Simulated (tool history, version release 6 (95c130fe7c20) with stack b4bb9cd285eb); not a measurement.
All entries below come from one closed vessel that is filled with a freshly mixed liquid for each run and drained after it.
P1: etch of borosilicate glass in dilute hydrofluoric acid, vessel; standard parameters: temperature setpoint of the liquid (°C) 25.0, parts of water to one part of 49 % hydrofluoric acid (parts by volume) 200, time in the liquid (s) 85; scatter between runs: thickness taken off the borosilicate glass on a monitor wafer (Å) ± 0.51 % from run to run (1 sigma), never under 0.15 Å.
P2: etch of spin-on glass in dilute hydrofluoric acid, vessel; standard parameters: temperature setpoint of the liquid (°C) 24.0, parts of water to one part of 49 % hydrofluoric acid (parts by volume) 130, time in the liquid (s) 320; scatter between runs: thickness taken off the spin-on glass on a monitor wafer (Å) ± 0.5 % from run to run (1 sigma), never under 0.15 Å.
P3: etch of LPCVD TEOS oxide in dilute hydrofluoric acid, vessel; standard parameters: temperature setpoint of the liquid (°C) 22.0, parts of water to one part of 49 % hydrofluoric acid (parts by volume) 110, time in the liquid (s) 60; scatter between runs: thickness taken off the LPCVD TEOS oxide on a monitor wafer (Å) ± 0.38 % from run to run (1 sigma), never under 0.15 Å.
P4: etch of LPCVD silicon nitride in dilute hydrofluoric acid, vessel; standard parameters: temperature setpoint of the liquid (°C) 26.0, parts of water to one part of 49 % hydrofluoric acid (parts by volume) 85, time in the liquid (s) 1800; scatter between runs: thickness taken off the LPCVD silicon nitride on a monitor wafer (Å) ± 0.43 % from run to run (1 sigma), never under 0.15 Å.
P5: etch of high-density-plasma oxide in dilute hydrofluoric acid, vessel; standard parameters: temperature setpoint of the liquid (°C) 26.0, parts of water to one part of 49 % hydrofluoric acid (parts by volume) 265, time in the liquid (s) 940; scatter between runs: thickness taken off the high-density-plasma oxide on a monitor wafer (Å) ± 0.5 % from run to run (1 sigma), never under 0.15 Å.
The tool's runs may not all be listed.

run	hour	process that ran	temperature setpoint of the liquid (°C)	parts of water to one part of 49 % hydrofluoric acid (parts by volume)	time in the liquid (s)	thickness taken off the borosilicate glass on a monitor wafer (Å)	thickness taken off the LPCVD silicon nitride on a monitor wafer (Å)	thickness taken off the LPCVD TEOS oxide on a monitor wafer (Å)	thickness taken off the high-density-plasma oxide on a monitor wafer (Å)	thickness taken off the spin-on glass on a monitor wafer (Å)
1	7.8	P1	25.0	200	85	126.830				
2	15.2	P1	25.0	200	130	193.700				
3	20.5	P4	34.0	85	1800		228.82			
4	27.0	P3	22.0	110	30			71.983		
5	34.9	P1	25.0	200	85	126.090				
6	42.2	P1	25.0	200	85	125.100				
7	46.9	P1	17.5	200	85	94.624				
8	51.5	P1	30.0	200	85	151.100				
9	58.6	P5	31.0	265	940				294.95	
10	63.8	P1	25.0	200	30	44.197				
11	70.9	P5	26.0	265	940				250.99	
12	78.7	P5	26.0	265	940				248.80	
13	87.6	P1	25.0	200	85	126.000				
14	92.2	P1	25.0	285	85	80.860				
15	96.8	P3	28.0	110	60			183.110		
16	101.6	P1	21.5	65	85	396.800				
17	110.6	P4	26.0	85	1800		139.67			
18	114.7	P2	24.0	130	320					480.66
19	123.6	P3	22.0	110	60			143.740		
20	128.4	P2	24.0	130	320					480.74
21	132.7	P1	25.0	55	85	551.430				
22	140.9	P1	25.0	340	30	22.530				

Estimate the outcome of run 23 from the log above:
23	146.2	P5	26.0	265	1860				?	

{"run 23": {"thickness taken off the high-density-plasma oxide on a monitor wafer (Å)": 494.69}}
